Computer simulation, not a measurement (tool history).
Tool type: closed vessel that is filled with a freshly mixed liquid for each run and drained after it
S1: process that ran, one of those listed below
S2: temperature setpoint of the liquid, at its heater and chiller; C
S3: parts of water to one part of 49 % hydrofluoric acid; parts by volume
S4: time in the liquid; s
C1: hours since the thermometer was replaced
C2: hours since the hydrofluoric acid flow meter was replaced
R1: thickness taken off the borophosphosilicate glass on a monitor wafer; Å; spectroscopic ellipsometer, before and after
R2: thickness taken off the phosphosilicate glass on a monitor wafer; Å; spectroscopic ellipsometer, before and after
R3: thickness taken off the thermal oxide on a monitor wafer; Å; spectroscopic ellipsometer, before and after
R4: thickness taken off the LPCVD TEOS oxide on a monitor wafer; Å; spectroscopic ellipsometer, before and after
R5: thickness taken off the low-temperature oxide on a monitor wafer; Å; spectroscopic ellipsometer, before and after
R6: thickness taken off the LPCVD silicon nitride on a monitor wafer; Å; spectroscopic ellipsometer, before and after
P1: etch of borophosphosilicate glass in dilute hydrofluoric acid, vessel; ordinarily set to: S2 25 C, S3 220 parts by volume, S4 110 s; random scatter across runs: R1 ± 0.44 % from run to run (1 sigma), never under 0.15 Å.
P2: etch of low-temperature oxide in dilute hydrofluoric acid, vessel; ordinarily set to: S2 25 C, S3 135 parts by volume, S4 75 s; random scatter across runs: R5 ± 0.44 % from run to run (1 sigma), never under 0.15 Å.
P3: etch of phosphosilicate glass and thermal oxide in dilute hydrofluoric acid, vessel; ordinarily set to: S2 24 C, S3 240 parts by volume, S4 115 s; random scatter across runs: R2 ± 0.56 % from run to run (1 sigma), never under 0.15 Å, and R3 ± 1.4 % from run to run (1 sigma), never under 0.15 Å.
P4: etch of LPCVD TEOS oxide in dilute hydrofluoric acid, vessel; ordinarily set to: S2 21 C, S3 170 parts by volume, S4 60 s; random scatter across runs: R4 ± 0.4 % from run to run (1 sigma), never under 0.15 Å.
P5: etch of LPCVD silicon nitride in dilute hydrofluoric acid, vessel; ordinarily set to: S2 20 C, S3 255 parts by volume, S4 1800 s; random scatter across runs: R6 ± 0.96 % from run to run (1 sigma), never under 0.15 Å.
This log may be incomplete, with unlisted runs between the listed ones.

{"run": 1, "hour": 7.9, "S1": "P1", "S2": 25, "S3": 220, "S4": 110, "C1": 924.4, "C2": 514.7, "R1": 168.44}
{"run": 2, "hour": 19.0, "S1": "P1", "S2": 21.5, "S3": 50, "S4": 110, "C1": 935.5, "C2": 525.8, "R1": 788.55}
{"run": 3, "hour": 28.8, "S1": "P1", "S2": 25, "S3": 220, "S4": 110, "C1": 945.3, "C2": 535.6, "R1": 168.4}
{"run": 4, "hour": 40.5, "S1": "P3", "S2": 29.5, "S3": 240, "S4": 115, "C1": 957, "C2": 547.3, "R2": 301.7, "R3": 23.75}
{"run": 5, "hour": 52.8, "S1": "P1", "S2": 25, "S3": 220, "S4": 110, "C1": 969.3, "C2": 559.6, "R1": 168.37}
{"run": 6, "hour": 60.5, "S1": "P1", "S2": 29.5, "S3": 220, "S4": 110, "C1": 977, "C2": 567.3, "R1": 198.25}
{"run": 7, "hour": 72.7, "S1": "P1", "S2": 25, "S3": 325, "S4": 110, "C1": 989.2, "C2": 579.5, "R1": 102.4}
{"run": 8, "hour": 82.2, "S1": "P4", "S2": 21, "S3": 260, "S4": 60, "C1": 998.7, "C2": 589, "R4": 95.667}
{"run": 9, "hour": 90.1, "S1": "P4", "S2": 21, "S3": 170, "S4": 60, "C1": 1006.6, "C2": 596.9, "R4": 160.86}
{"run": 10, "hour": 98.1, "S1": "P3", "S2": 24, "S3": 55, "S4": 115, "C1": 1014.6, "C2": 604.9, "R2": 1339.3, "R3": 105.47}
{"run": 11, "hour": 109.2, "S1": "P1", "S2": 25, "S3": 135, "S4": 110, "C1": 1025.7, "C2": 616, "R1": 300.74}
{"run": 12, "hour": 114.6, "S1": "P3", "S2": 24, "S3": 240, "S4": 225, "C1": 1031.1, "C2": 621.4, "R2": 487.22, "R3": 39.161}
{"run": 13, "hour": 126.6, "S1": "P1", "S2": 25, "S3": 220, "S4": 50, "C1": 1043.1, "C2": 633.4, "R1": 76.207}
{"run": 14, "hour": 137.2, "S1": "P4", "S2": 21, "S3": 170, "S4": 30, "C1": 1053.7, "C2": 644, "R4": 79.353}
{"run": 15, "hour": 146.9, "S1": "P4", "S2": 27.5, "S3": 170, "S4": 60, "C1": 1063.4, "C2": 653.7, "R4": 205.09}
{"run": 16, "hour": 158.3, "S1": "P2", "S2": 21, "S3": 135, "S4": 75, "C1": 1074.8, "C2": 665.1, "R5": 82.128}
{"run": 17, "hour": 168.3, "S1": "P5", "S2": 20, "S3": 460, "S4": 1800, "C1": 1084.8, "C2": 675.1, "R6": 14.886}
{"run": 18, "hour": 180.5, "S1": "P3", "S2": 24, "S3": 240, "S4": 115, "C1": 1097, "C2": 687.3, "R2": 246.37, "R3": 20.043}
{"run": 19, "hour": 189.1, "S1": "P1", "S2": 25, "S3": 220, "S4": 110, "C1": 1105.6, "C2": 695.9, "R1": 168.11}
{"run": 20, "hour": 197.1, "S1": "P1", "S2": 17, "S3": 220, "S4": 110, "C1": 1113.6, "C2": 703.9, "R1": 124.34}
{"run": 21, "hour": 205.0, "S1": "P2", "S2": 25, "S3": 135, "S4": 75, "C1": 1121.5, "C2": 711.8, "R5": 96.21}
{"run": 22, "hour": 213.9, "S1": "P1", "S2": 25, "S3": 220, "S4": 170, "C1": 1130.4, "C2": 720.7, "R1": 261.86}
{"run": 23, "hour": 225.4, "S1": "P5", "S2": 20, "S3": 255, "S4": 1800, "C1": 1141.9, "C2": 732.2, "R6": 26.796}
{"run": 24, "hour": 235.7, "S1": "P3", "S2": 24, "S3": 240, "S4": 115, "C1": 1152.2, "C2": 742.5, "R2": 249.06, "R3": 20.004}
{"run": 25, "hour": 245.6, "S1": "P1", "S2": 21.5, "S3": 105, "S4": 110, "C1": 1162.1, "C2": 752.4, "R1": 349.68}
{"run": 26, "hour": 257.2, "S1": "P2", "S2": 25, "S3": 135, "S4": 120, "C1": 1173.7, "C2": 764, "R5": 153.41}
{"run": 27, "hour": 268.2, "S1": "P2", "S2": 25, "S3": 135, "S4": 75, "C1": 1184.7, "C2": 775, "R5": 96.112}
{"run": 28, "hour": 279.7, "S1": "P1", "S2": 25, "S3": 220, "S4": 110, "C1": 1196.2, "C2": 786.5, "R1": 168.87}
{"run": 29, "hour": 289.4, "S1": "P1", "S2": 25, "S3": 220, "S4": 110, "C1": 1205.9, "C2": 796.2, "R1": 168.25}
{"run": 30, "hour": 300.8, "S1": "P2", "S2": 25, "S3": 190, "S4": 75, "C1": 1217.3, "C2": 807.6, "R5": 64.494}
{"run": 31, "hour": 312.8, "S1": "P5", "S2": 20, "S3": 255, "S4": 2655, "C1": 1229.3, "C2": 819.6, "R6": 39.154}
{"run": 32, "hour": 321.3, "S1": "P5", "S2": 17, "S3": 255, "S4": 1800, "C1": 1237.8, "C2": 828.1, "R6": 21.931}
{"run": 33, "hour": 331.3, "S1": "P1", "S2": 25, "S3": 220, "S4": 110, "C1": 1247.8, "C2": 838.1, "R1": 167.94}
{"run": 34, "hour": 339.6, "S1": "P1", "S2": 25, "S3": 220, "S4": 110, "C1": 1256.1, "C2": 846.4, "R1": 164.64}
{"run": 35, "hour": 351.0, "S1": "P1", "S2": 25, "S3": 220, "S4": 110, "C1": 1267.5, "C2": 857.8, "R1": 162.94}
{"run": 36, "hour": 361.3, "S1": "P1", "S2": 25, "S3": 220, "S4": 110, "C1": 1277.8, "C2": 868.1, "R1": 162.28}
{"run": 37, "hour": 367.1, "S1": "P1", "S2": 25, "S3": 220, "S4": 110, "C1": 1283.6, "C2": 873.9, "R1": 161.04}
{"run": 38, "hour": 373.7, "S1": "P1", "S2": 25, "S3": 220, "S4": 110, "C1": 1290.2, "C2": 880.5, "R1": 159.87}
{"run": 39, "hour": 379.8, "S1": "P1", "S2": 25, "S3": 220, "S4": 110, "C1": 1296.3, "C2": 886.6, "R1": 160.82}
{"run": 40, "hour": 385.8, "S1": "P1", "S2": 25, "S3": 220, "S4": 110, "C1": 1302.3, "C2": 892.6, "R1": 158.53}
{"run": 41, "hour": 392.2, "S1": "P1", "S2": 25, "S3": 220, "S4": 110, "C1": 1308.7, "C2": 899, "R1": 160.01}
{"run": 42, "hour": 402.9, "S1": "P1", "S2": 25, "S3": 220, "S4": 110, "C1": 1319.4, "C2": 909.7, "R1": 159.42}
{"run": 43, "hour": 413.1, "S1": "P1", "S2": 25, "S3": 220, "S4": 110, "C1": 1329.6, "C2": 919.9, "R1": 159.17}
{"run": 44, "hour": 425.2, "S1": "P1", "S2": 25, "S3": 220, "S4": 110, "C1": 1341.7, "C2": 932, "R1": 159.16}

Something has made what P1 gives creep away from where it was; the 2 causes below, each at its own stated size, fit the log equally well:
A: hydrofluoric acid flow below the setpoint (%) = 4.32
B: liquid colder than its thermometer reads (K) = 1.51
The drift started at roughly hour 331.3.

Which of the check runs below tells the causes apart, meaning the causes would give it clearly different results? Each run uses 5 wafers whose results are averaged, and each result is shown as a question mark.
{"run": "check 1", "hour": 437.3, "S1": "P3", "S2": 24, "S3": 165, "S4": 225, "R2": "?", "R3": "?"}
{"run": "check 2", "hour": 437.3, "S1": "P2", "S2": 25, "S3": 190, "S4": 75, "R5": "?"}
{"run": "check 3", "hour": 437.3, "S1": "P4", "S2": 26.5, "S3": 170, "S4": 60, "R4": "?"}
{"run": "check 4", "hour": 437.3, "S1": "P5", "S2": 17, "S3": 455, "S4": 1800, "R6": "?"}

Predicted outcomes, by check and by cause:
check=check_1 result=R2 if_A=727.33 if_B=723.62
check=check_1 result=R3 if_A=57.216 if_B=56.925
check=check_2 result=R5 if_A=60.674 if_B=60.531
check=check_3 result=R4 if_A=187.14 if_B=186.64
check=check_4 result=R6 if_A=12.266 if_B=11.62
Distance between the nearest two causes, measured in the result of the check that separates them most: check 1 0.51 %; check 2 0.24 %; check 3 0.27 %; check 4 5.41 %
The other checks would show nearly matching results whichever cause is true, so check 4 is the only one that separates the causes.

With check 4 done, the readings were: R6 11.679 Å. Identify which of the listed causes applies.

B is the cause: liquid colder than its thermometer reads (K).
